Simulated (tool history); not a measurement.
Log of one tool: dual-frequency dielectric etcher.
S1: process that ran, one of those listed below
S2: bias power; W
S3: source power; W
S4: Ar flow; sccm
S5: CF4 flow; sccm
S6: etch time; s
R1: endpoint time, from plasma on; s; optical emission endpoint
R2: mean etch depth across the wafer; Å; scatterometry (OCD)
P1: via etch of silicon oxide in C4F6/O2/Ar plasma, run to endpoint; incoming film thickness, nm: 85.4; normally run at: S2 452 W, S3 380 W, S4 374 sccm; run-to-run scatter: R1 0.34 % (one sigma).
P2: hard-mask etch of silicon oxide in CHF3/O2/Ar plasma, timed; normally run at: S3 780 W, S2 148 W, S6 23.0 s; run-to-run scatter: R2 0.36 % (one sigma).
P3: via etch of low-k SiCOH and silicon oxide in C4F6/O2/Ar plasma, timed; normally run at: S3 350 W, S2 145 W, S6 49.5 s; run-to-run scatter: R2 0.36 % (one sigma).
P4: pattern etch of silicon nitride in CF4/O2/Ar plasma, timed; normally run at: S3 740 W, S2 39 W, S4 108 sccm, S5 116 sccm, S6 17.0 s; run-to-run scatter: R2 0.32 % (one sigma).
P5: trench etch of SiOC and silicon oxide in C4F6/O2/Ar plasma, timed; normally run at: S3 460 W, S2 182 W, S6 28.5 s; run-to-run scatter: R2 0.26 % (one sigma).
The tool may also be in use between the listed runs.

run,hour,S1,S2,S3,S4,S5,S6,R1,R2
1,4.3,P1,452,380,374,,,20.393,
2,6.6,P1,452,380,247,,,19.703,
3,9.4,P4,39,740,108,116,11.0,,274.69
4,13.8,P4,39,460,108,116,17.0,,280.57
5,17.3,P3,145,350,,,49.5,,1038.20
6,22.1,P1,452,380,374,,,20.520,
7,25.4,P1,264,380,374,,,24.860,
8,30.2,P1,571,460,374,,,17.518,
9,35.1,P3,145,350,,,49.5,,1039.20
10,40.1,P1,309,510,374,,,21.014,
11,43.4,P5,142,460,,,28.5,,559.85
12,47.5,P1,452,380,374,,,20.427,
13,51.6,P3,145,350,,,72.5,,1515.60
14,56.4,P1,452,380,374,,,20.538,
15,60.8,P2,148,580,,,23.0,,420.90
16,64.9,P2,203,780,,,23.0,,525.88
17,68.2,P5,182,460,,,28.5,,605.48
18,71.8,P3,202,350,,,49.5,,1159.80
19,74.7,P2,148,780,,,13.0,,267.23
20,77.2,P4,39,740,108,116,17.0,,423.09
21,82.6,P1,452,380,460,,,20.907,
22,87.3,P5,182,460,,,17.0,,359.01
23,92.2,P4,24,740,108,116,17.0,,363.27
24,95.3,P4,39,740,132,116,17.0,,410.52
25,99.1,P1,566,490,374,,,17.110,
26,102.7,P2,148,780,,,23.0,,474.54
27,106.4,P3,145,270,,,49.5,,939.22
28,111.7,P5,182,460,,,28.5,,604.80
29,115.5,P1,452,280,374,,,22.888,
30,117.9,P1,636,380,374,,,17.924,
31,121.9,P1,452,530,374,,,18.128,
32,125.5,P5,182,300,,,28.5,,510.12
33,129.8,P4,39,740,108,143,17.0,,437.59
34,135.1,P1,452,380,374,,,20.537,
35,140.1,P1,452,380,374,,,20.447,

Forecast run 36:
36,143.8,P1,452,380,374,,,?,

R1: 20.412 s
